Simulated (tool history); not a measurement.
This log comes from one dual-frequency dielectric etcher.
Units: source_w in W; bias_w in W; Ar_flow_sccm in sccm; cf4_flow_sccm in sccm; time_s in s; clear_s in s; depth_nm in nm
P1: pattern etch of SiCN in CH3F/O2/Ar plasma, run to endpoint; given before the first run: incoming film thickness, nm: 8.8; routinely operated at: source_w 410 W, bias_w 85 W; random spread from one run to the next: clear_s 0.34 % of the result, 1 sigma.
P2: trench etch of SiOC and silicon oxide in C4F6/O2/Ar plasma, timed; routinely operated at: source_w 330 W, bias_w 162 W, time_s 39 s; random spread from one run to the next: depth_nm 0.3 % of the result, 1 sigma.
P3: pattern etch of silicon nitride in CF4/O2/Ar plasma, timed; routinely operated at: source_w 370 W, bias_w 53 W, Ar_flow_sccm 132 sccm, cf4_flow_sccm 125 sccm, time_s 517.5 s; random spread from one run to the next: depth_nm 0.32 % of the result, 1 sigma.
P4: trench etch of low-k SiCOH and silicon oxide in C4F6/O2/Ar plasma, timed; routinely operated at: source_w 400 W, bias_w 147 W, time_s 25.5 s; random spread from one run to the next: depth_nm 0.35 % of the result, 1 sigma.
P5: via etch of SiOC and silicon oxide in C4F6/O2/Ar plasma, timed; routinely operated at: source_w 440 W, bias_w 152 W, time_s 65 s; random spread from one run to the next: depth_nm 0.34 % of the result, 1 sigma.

run,hour,process,source_w,bias_w,Ar_flow_sccm,cf4_flow_sccm,time_s,clear_s,depth_nm
1,12.9,P1,410,85,,,,22.093,
2,22.1,P1,410,85,,,,22.168,
3,35.5,P3,370,75,132,125,517.5,,858.3
4,47.8,P3,500,53,132,125,517.5,,976.36
5,62.9,P5,440,152,,,92,,103.39
6,78.5,P2,330,162,,,39,,69.48
7,93.7,P4,400,91,,,25.5,,64.372
8,101.1,P1,260,85,,,,26.338,
9,112.2,P2,330,120,,,39,,63.493
10,126.1,P1,410,85,,,,22.046,
11,137.9,P1,310,115,,,,21.789,
12,146.4,P4,400,147,,,16.5,,47.462
13,156,P1,410,85,,,,22.133,
14,165.7,P1,410,111,,,,19.939,
15,179.1,P5,440,97,,,65,,63.872
16,192.3,P2,330,162,,,30.5,,54.512
17,207.2,P5,310,152,,,65,,63.412
18,218.8,P4,400,147,,,25.5,,74.279
19,228.8,P3,370,53,132,101,517.5,,731.46
20,240.6,P3,370,53,183,125,517.5,,717.79
21,251.5,P3,370,53,132,125,517.5,,747.1
22,261.1,P2,460,162,,,39,,79.463
23,275.2,P5,440,152,,,65,,72.735
24,285.7,P4,240,147,,,25.5,,60.005
25,293.2,P3,370,53,132,125,714,,1032.1
26,304.3,P1,520,85,,,,20.196,
27,318.6,P1,410,61,,,,24.827,

Forecast run 28:
28,328.4,P1,410,85,,,,?,

Run 28 came out at clear_s 22.078 s.
